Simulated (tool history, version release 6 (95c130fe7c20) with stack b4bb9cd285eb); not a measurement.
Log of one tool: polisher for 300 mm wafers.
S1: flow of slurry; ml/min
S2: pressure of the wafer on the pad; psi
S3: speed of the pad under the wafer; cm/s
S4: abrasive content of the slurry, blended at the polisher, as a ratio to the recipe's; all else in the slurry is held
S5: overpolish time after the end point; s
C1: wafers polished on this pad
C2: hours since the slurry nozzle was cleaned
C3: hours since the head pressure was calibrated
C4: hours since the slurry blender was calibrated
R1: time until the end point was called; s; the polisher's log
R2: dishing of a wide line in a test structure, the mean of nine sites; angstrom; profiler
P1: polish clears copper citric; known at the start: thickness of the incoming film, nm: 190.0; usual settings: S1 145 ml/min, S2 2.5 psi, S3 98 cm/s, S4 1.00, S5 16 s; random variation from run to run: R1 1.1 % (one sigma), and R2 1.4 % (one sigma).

run 1 hour=2.3 | S1=145 S2=2.5 S3=98 S4=1.00 S5=16 | C1=871 C2=329.2 C3=630.8 C4=23.3 | R1=92.795 R2=245.26
run 2 hour=6.0 | S1=145 S2=2.5 S3=136 S4=1.00 S5=16 | C1=903 C2=332.9 C3=634.5 C4=27.0 | R1=67.566 R2=333.35
run 3 hour=10.2 | S1=145 S2=2.5 S3=98 S4=1.00 S5=16 | C1=939 C2=337.1 C3=638.7 C4=31.2 | R1=92.405 R2=242.48
run 4 hour=12.7 | S1=145 S2=2.5 S3=98 S4=1.00 S5=5 | C1=961 C2=339.6 C3=641.2 C4=33.7 | R1=92.359 R2=83.64
run 5 hour=16.7 | S1=145 S2=2.5 S3=98 S4=1.00 S5=16 | C1=995 C2=343.6 C3=645.2 C4=37.7 | R1=92.400 R2=250.84
run 6 hour=19.8 | S1=145 S2=2.5 S3=98 S4=0.60 S5=16 | C1=1022 C2=346.7 C3=648.3 C4=40.8 | R1=101.060 R2=221.68
run 7 hour=22.9 | S1=145 S2=2.5 S3=98 S4=1.00 S5=16 | C1=1049 C2=349.8 C3=651.4 C4=43.9 | R1=90.566 R2=254.25
run 8 hour=27.6 | S1=145 S2=2.5 S3=60 S4=1.00 S5=16 | C1=1089 C2=354.5 C3=656.1 C4=48.6 | R1=145.160 R2=156.73
run 9 hour=30.7 | S1=145 S2=2.5 S3=98 S4=1.00 S5=16 | C1=1116 C2=357.6 C3=659.2 C4=51.7 | R1=90.808 R2=251.78
run 10 hour=35.2 | S1=85 S2=2.5 S3=98 S4=1.00 S5=16 | C1=1155 C2=362.1 C3=663.7 C4=56.2 | R1=103.400 R2=220.00
run 11 hour=38.2 | S1=145 S2=2.5 S3=98 S4=1.00 S5=30 | C1=1181 C2=365.1 C3=666.7 C4=59.2 | R1=89.579 R2=435.78
run 12 hour=42.0 | S1=145 S2=2.5 S3=126 S4=0.80 S5=16 | C1=1214 C2=368.9 C3=670.5 C4=63.0 | R1=76.377 R2=295.57
run 13 hour=44.9 | S1=145 S2=1.4 S3=98 S4=1.00 S5=16 | C1=1239 C2=371.8 C3=673.4 C4=65.9 | R1=158.410 R2=146.54
run 14 hour=49.8 | S1=145 S2=2.5 S3=98 S4=1.00 S5=16 | C1=1281 C2=376.7 C3=678.3 C4=70.8 | R1=92.245 R2=253.17
run 15 hour=52.9 | S1=145 S2=2.5 S3=98 S4=1.00 S5=16 | C1=1308 C2=379.8 C3=681.4 C4=73.9 | R1=91.767 R2=245.83
run 16 hour=56.5 | S1=145 S2=2.5 S3=98 S4=1.35 S5=16 | C1=1339 C2=383.4 C3=685.0 C4=77.5 | R1=86.432 R2=262.58
run 17 hour=60.9 | S1=225 S2=2.5 S3=98 S4=1.00 S5=16 | C1=1377 C2=387.8 C3=689.4 C4=81.9 | R1=86.922 R2=261.85
run 18 hour=63.4 | S1=145 S2=3.9 S3=98 S4=1.00 S5=16 | C1=1398 C2=390.3 C3=691.9 C4=84.4 | R1=59.815 R2=380.40
run 19 hour=66.5 | S1=145 S2=2.5 S3=98 S4=1.00 S5=16 | C1=1425 C2=393.4 C3=695.0 C4=87.5 | R1=91.027 R2=248.73
run 20 hour=69.2 | S1=145 S2=2.5 S3=98 S4=1.00 S5=16 | C1=1448 C2=396.1 C3=697.7 C4=90.2 | R1=93.465 R2=235.95
run 21 hour=72.5 | S1=145 S2=2.5 S3=98 S4=1.00 S5=16 | C1=1477 C2=399.4 C3=701.0 C4=93.5 | R1=98.311 R2=229.28
run 22 hour=76.3 | S1=145 S2=2.5 S3=98 S4=1.00 S5=16 | C1=1509 C2=403.2 C3=704.8 C4=97.3 | R1=98.211 R2=231.33
-- hour=78.7 slurry blender recalibrated
run 23 hour=80.2 | S1=145 S2=2.5 S3=98 S4=1.00 S5=16 | C1=1543 C2=407.1 C3=708.7 C4=1.6 | R1=99.055 R2=230.37
-- hour=81.8 head pressure recalibrated
run 24 hour=83.8 | S1=145 S2=2.5 S3=98 S4=1.00 S5=16 | C1=1574 C2=410.7 C3=2.0 C4=5.2 | R1=100.440 R2=232.71
run 25 hour=86.9 | S1=145 S2=2.5 S3=98 S4=1.00 S5=16 | C1=1601 C2=413.8 C3=5.1 C4=8.3 | R1=99.740 R2=240.35

What P1 gives has crept away from where it was. These 2 causes fit the log equally well, each at the size given:
A: removal rate lost through wear of the pad, % = 7.63
B: slurry flow missing at the pad, % = 31.2
The creep began at about hour 66.5.
Why every other cause is out:
head's pressure below its setpoint, %: serviced at hour 81.8, which brought nothing back
abrasive missing from the slurry, %: serviced at hour 78.7, which brought nothing back

4 check runs are offered, each on 5 wafers whose results are averaged, their results left as question marks. Which one tells the causes apart?
run check 1 hour=90.0 | S1=90 S2=2.5 S3=98 S4=1.00 S5=16 | R1=? R2=?
run check 2 hour=90.0 | S1=145 S2=2.5 S3=98 S4=0.70 S5=16 | R1=? R2=?
run check 3 hour=90.0 | S1=145 S2=1.8 S3=98 S4=0.70 S5=16 | R1=? R2=?
run check 4 hour=90.0 | S1=145 S2=3.6 S3=98 S4=1.00 S5=16 | R1=? R2=?

What each check would give under each cause:
check=check_1 result=R1 if_A=110.860 if_B=115.510
check=check_1 result=R2 if_A=210.26 if_B=202.42
check=check_2 result=R1 if_A=107.410 if_B=107.420
check=check_2 result=R2 if_A=216.49 if_B=216.46
check=check_3 result=R1 if_A=147.490 if_B=147.520
check=check_3 result=R2 if_A=159.79 if_B=159.76
check=check_4 result=R1 if_A=69.837 if_B=69.848
check=check_4 result=R2 if_A=323.82 if_B=323.77
How far apart the two closest causes lie, in the result that separates them most: check 1 4.11 %; check 2 0.02 %; check 3 0.02 %; check 4 0.02 %
Only check 1 tells the causes apart: in the others they would give nearly the same result.

Then check 1 was run and gave: R1 111.070 s; R2 210.74 angstrom. Which cause is it?

It is A: removal rate lost through wear of the pad, %.
